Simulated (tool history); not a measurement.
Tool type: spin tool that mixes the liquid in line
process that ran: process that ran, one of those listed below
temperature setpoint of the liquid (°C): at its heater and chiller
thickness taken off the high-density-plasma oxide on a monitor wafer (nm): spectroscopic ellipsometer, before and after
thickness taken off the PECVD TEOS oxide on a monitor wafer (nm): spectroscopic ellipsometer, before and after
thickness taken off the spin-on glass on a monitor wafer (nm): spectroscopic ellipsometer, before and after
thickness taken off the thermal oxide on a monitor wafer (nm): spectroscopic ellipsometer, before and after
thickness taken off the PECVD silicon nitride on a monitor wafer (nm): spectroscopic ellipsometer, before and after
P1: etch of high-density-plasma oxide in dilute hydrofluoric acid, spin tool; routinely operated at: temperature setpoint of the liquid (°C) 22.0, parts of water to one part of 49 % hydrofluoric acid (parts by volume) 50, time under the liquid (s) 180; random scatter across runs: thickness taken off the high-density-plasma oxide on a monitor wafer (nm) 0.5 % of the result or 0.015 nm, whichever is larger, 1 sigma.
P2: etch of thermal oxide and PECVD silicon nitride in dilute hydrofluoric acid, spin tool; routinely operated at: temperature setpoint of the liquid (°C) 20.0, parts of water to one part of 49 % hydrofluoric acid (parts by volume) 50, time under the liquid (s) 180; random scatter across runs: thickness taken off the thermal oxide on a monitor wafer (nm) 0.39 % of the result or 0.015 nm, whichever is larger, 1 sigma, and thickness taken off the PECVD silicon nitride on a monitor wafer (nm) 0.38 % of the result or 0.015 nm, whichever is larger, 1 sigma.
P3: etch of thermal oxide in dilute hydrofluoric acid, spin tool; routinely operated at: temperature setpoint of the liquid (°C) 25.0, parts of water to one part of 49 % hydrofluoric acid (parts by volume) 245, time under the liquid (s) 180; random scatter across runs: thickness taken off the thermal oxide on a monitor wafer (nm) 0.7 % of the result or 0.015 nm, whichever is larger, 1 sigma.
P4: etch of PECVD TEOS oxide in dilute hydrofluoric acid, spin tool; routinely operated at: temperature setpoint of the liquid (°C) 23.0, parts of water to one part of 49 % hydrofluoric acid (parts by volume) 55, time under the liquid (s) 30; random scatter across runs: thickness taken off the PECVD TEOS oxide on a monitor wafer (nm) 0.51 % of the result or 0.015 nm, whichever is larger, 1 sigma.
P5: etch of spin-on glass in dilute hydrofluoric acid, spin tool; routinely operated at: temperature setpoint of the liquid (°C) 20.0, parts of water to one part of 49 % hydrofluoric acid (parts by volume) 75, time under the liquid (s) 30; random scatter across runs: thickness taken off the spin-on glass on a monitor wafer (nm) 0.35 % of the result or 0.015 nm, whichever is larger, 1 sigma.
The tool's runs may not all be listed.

run     day  process that ran  temperature setpoint of the liquid (°C)  parts of water to one part of 49 % hydrofluoric acid (parts by volume)  time under the liquid (s)  hours since the thermometer was replaced  hours since the hydrofluoric acid flow meter was replaced  thickness taken off the high-density-plasma oxide on a monitor wafer (nm)  thickness taken off the PECVD TEOS oxide on a monitor wafer (nm)  thickness taken off the spin-on glass on a monitor wafer (nm)  thickness taken off the thermal oxide on a monitor wafer (nm)  thickness taken off the PECVD silicon nitride on a monitor wafer (nm)
  1   0.800                P1                                     22.0                                                                      50                        180                                    1717.9                                                      617.6                                                                    18.5200
  2   1.554                P4                                     23.0                                                                      55                         65                                    1736.0                                                      635.7                                                                                                                                       26.584
  3   2.317                P1                                     22.0                                                                      50                         75                                    1754.3                                                      654.0                                                                     7.8466
  4   3.117                P4                                     17.0                                                                      55                         30                                    1773.5                                                      673.2                                                                                                                                        9.660
  5   3.896                P1                                     22.0                                                                      50                        310                                    1792.2                                                      691.9                                                                    32.0910
      4.258  -- thermometer replaced
  6   4.575                P1                                     22.0                                                                      50                        180                                       7.7                                                      708.2                                                                    18.6170
  7   4.967                P5                                     27.0                                                                      75                         30                                      17.1                                                      717.6                                                                                                                                                                                                      14.253
  8   5.662                P4                                     23.0                                                                      55                         30                                      33.8                                                      734.3                                                                                                                                       12.440
  9   6.012                P2                                     20.0                                                                      85                        180                                      42.2                                                      742.7                                                                                                                                                                                                                                                                     8.8219                                                                 9.4316
 10   6.667                P1                                     22.0                                                                      20                        180                                      57.9                                                      758.4                                                                    48.2920
 11   7.267                P3                                     31.0                                                                     245                        180                                      72.3                                                      772.8                                                                                                                                                                                                                                                                     3.6286
 12   7.671                P1                                     29.5                                                                      30                        180                                      82.0                                                      782.5                                                                    43.1300
      7.929  -- hydrofluoric acid flow meter replaced
 13   8.300                P1                                     17.0                                                                      50                        180                                      97.1                                                        9.0                                                                    15.0880
 14   9.046                P2                                     20.0                                                                      50                        180                                     115.0                                                       26.9                                                                                                                                                                                                                                                                    15.6190                                                                15.7480
 15   9.475                P3                                     25.0                                                                     245                        180                                     125.3                                                       37.2                                                                                                                                                                                                                                                                     2.9993
 16   9.996                P2                                     24.0                                                                      50                        180                                     137.8                                                       49.7                                                                                                                                                                                                                                                                    18.4470                                                                20.7670
 17  10.567                P3                                     25.0                                                                     245                        180                                     151.5                                                       63.4                                                                                                                                                                                                                                                                     2.9816
 18  11.017                P1                                     22.0                                                                      50                        180                                     162.3                                                       74.2                                                                    18.4220
 19  11.721                P5                                     20.0                                                                      75                         45                                     179.2                                                       91.1                                                                                                                                                                                                      16.095
 20  12.083                P5                                     20.0                                                                      75                         30                                     187.9                                                       99.8                                                                                                                                                                                                      10.811
 21  12.442                P1                                     28.0                                                                      50                        180                                     196.5                                                      108.4                                                                    23.6880
 22  12.938                P1                                     22.0                                                                      50                        180                                     208.4                                                      120.3                                                                    18.5900
 23  13.500                P2                                     20.0                                                                      50                        180                                     221.9                                                      133.8                                                                                                                                                                                                                                                                    15.5290                                                                15.9340
 24  13.871                P1                                     22.0                                                                      70                        180                                     230.8                                                      142.7                                                                    13.0500
 25  14.629                P4                                     23.0                                                                      55                         30                                     249.0                                                      160.9                                                                                                                                       12.360
 26  15.308                P5                                     20.0                                                                      35                         30                                     265.3                                                      177.2                                                                                                                                                                                                      24.177
 27  15.658                P3                                     25.0                                                                     245                        325                                     273.7                                                      185.6                                                                                                                                                                                                                                                                     5.2927
 28  16.158                P4                                     23.0                                                                      20                         30                                     285.7                                                      197.6                                                                                                                                       35.665
 29  16.529                P2                                     20.0                                                                      50                        305                                     294.6                                                      206.5                                                                                                                                                                                                                                                                    26.4120                                                                26.7710
 30  17.250                P3                                     25.0                                                                      90                        180                                     311.9                                                      223.8                                                                                                                                                                                                                                                                     9.7391
 31  17.700                P1                                     22.0                                                                      50                        180                                     322.7                                                      234.6                                                                    18.5890
 32  18.479                P1                                     22.0                                                                      50                        180                                     341.4                                                      253.3                                                                    18.1070
 33  19.121                P1                                     22.0                                                                      50                        180                                     356.8                                                      268.7                                                                    17.8990
 34  19.738                P1                                     22.0                                                                      50                        180                                     371.6                                                      283.5                                                                    17.7320
 35  20.362                P1                                     22.0                                                                      50                        180                                     386.6                                                      298.5                                                                    17.5160
 36  20.842                P1                                     22.0                                                                      50                        180                                     398.1                                                      310.0                                                                    17.5650
 37  21.642                P1                                     22.0                                                                      50                        180                                     417.3                                                      329.2                                                                    17.4980

Run 38 comes next. What will it give?
 38  22.004                P1                                     22.0                                                                      50                        180                                     426.0                                                      337.9                                                                          ?

Logged for run 38: thickness taken off the high-density-plasma oxide on a monitor wafer (nm) 17.4670.
